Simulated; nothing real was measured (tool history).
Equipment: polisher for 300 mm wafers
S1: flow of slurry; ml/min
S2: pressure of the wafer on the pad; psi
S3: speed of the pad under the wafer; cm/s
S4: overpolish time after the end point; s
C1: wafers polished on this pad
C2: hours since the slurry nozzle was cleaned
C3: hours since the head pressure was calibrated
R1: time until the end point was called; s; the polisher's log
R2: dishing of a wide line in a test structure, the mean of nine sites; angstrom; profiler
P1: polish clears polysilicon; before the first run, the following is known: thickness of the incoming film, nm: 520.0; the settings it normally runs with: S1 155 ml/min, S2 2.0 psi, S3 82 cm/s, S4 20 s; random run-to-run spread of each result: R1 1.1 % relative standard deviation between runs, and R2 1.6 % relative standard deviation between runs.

run 1 hour=4.2 | S1=155 S2=2.0 S3=82 S4=20 | C1=499 C2=472.0 C3=262.4 | R1=63.968 R2=545.83
run 2 hour=7.4 | S1=155 S2=1.1 S3=82 S4=20 | C1=518 C2=475.2 C3=265.6 | R1=117.070 R2=457.23
run 3 hour=11.6 | S1=155 S2=2.0 S3=126 S4=9 | C1=543 C2=479.4 C3=269.8 | R1=42.256 R2=497.67
run 4 hour=14.0 | S1=155 S2=2.0 S3=124 S4=20 | C1=558 C2=481.8 C3=272.2 | R1=43.321 R2=583.97
run 5 hour=16.9 | S1=155 S2=2.0 S3=82 S4=6 | C1=575 C2=484.7 C3=275.1 | R1=63.528 R2=333.43
run 6 hour=20.9 | S1=95 S2=2.0 S3=82 S4=20 | C1=599 C2=488.7 C3=279.1 | R1=70.894 R2=533.42
run 7 hour=24.9 | S1=155 S2=2.0 S3=52 S4=20 | C1=623 C2=492.7 C3=283.1 | R1=100.690 R2=487.46
run 8 hour=28.6 | S1=105 S2=2.7 S3=82 S4=20 | C1=645 C2=496.4 C3=286.8 | R1=52.312 R2=579.77
run 9 hour=30.8 | S1=155 S2=2.0 S3=82 S4=20 | C1=659 C2=498.6 C3=289.0 | R1=64.263 R2=543.22
run 10 hour=34.1 | S1=245 S2=2.0 S3=82 S4=20 | C1=678 C2=501.9 C3=292.3 | R1=60.632 R2=570.75
run 11 hour=36.6 | S1=155 S2=3.0 S3=82 S4=20 | C1=693 C2=504.4 C3=294.8 | R1=42.365 R2=577.58
run 12 hour=39.6 | S1=155 S2=2.0 S3=82 S4=20 | C1=711 C2=507.4 C3=297.8 | R1=63.709 R2=542.99
-- hour=42.1 head pressure recalibrated
run 13 hour=43.6 | S1=155 S2=2.0 S3=82 S4=39 | C1=735 C2=511.4 C3=1.5 | R1=65.242 R2=600.49
run 14 hour=47.7 | S1=155 S2=2.0 S3=82 S4=20 | C1=760 C2=515.5 C3=5.6 | R1=63.847 R2=561.61
run 15 hour=50.9 | S1=155 S2=2.0 S3=82 S4=20 | C1=779 C2=518.7 C3=8.8 | R1=64.103 R2=533.71
run 16 hour=54.8 | S1=155 S2=2.0 S3=82 S4=20 | C1=803 C2=522.6 C3=12.7 | R1=63.671 R2=560.13
run 17 hour=58.7 | S1=155 S2=2.0 S3=82 S4=20 | C1=826 C2=526.5 C3=16.6 | R1=65.606 R2=536.80
run 18 hour=62.7 | S1=155 S2=2.0 S3=82 S4=20 | C1=850 C2=530.5 C3=20.6 | R1=66.834 R2=546.18
run 19 hour=66.0 | S1=155 S2=2.0 S3=82 S4=20 | C1=870 C2=533.8 C3=23.9 | R1=68.067 R2=546.17
run 20 hour=69.5 | S1=155 S2=2.0 S3=82 S4=20 | C1=891 C2=537.3 C3=27.4 | R1=67.745 R2=546.42
run 21 hour=73.0 | S1=155 S2=2.0 S3=82 S4=20 | C1=912 C2=540.8 C3=30.9 | R1=68.312 R2=559.71
run 22 hour=76.7 | S1=155 S2=2.0 S3=82 S4=20 | C1=934 C2=544.5 C3=34.6 | R1=67.386 R2=543.14
run 23 hour=79.3 | S1=155 S2=2.0 S3=82 S4=20 | C1=950 C2=547.1 C3=37.2 | R1=68.344 R2=563.24
-- hour=79.8 head pressure recalibrated
run 24 hour=81.2 | S1=155 S2=2.0 S3=82 S4=20 | C1=961 C2=549.0 C3=1.5 | R1=69.488 R2=547.22
run 25 hour=85.0 | S1=155 S2=2.0 S3=82 S4=20 | C1=984 C2=552.8 C3=5.3 | R1=68.365 R2=550.53
run 26 hour=88.7 | S1=155 S2=2.0 S3=82 S4=20 | C1=1006 C2=556.5 C3=9.0 | R1=68.937 R2=546.06
run 27 hour=90.9 | S1=155 S2=2.0 S3=82 S4=20 | C1=1019 C2=558.7 C3=11.2 | R1=67.923 R2=554.28

Something has made what P1 gives creep away from where it was; the 2 causes below, each at its own stated size, fit the log equally well:
A: slurry flow missing at the pad, % = 29
B: removal rate lost through wear of the pad, % = 6.52
The onset of the drift is placed at about hour 54.8.
Every other cause this tool's parts could produce, and why it does not fit the log:
head's pressure below its setpoint, %: serviced after onset, at hour 79.8, with no recovery of the prior output

You are offered 4 check runs, listed below with question marks in place of their results; each one averages 5 wafers. Which run separates the listed causes by giving clearly different results for each?
run check 1 hour=93.1 | S1=95 S2=2.0 S3=82 S4=6 | R1=? R2=?
run check 2 hour=93.1 | S1=155 S2=2.0 S3=124 S4=37 | R1=? R2=?
run check 3 hour=93.1 | S1=155 S2=1.3 S3=82 S4=20 | R1=? R2=?
run check 4 hour=93.1 | S1=155 S2=3.0 S3=82 S4=32 | R1=? R2=?

Expected result of each check under each candidate cause:
check=check_1 result=R1 if_A=79.422 if_B=76.581
check=check_1 result=R2 if_A=290.77 if_B=298.22
check=check_2 result=R1 if_A=45.667 if_B=45.664
check=check_2 result=R2 if_A=590.51 if_B=590.51
check=check_3 result=R1 if_A=106.240 if_B=106.240
check=check_3 result=R2 if_A=481.66 if_B=481.68
check=check_4 result=R1 if_A=46.038 if_B=46.035
check=check_4 result=R2 if_A=589.76 if_B=589.76
Minimum pairwise separation of causes per check, each pair taken at its best-separating result: check 1 3.64 %; check 2 0.01 %; check 3 0.01 %; check 4 0.01 %
Only in check 1 would the causes give clearly different results; in the remaining checks their results would be nearly the same.

Check 1 was then run and gave: R1 76.770 s; R2 297.79 angstrom. Which cause is it?

The cause is B: removal rate lost through wear of the pad, %.

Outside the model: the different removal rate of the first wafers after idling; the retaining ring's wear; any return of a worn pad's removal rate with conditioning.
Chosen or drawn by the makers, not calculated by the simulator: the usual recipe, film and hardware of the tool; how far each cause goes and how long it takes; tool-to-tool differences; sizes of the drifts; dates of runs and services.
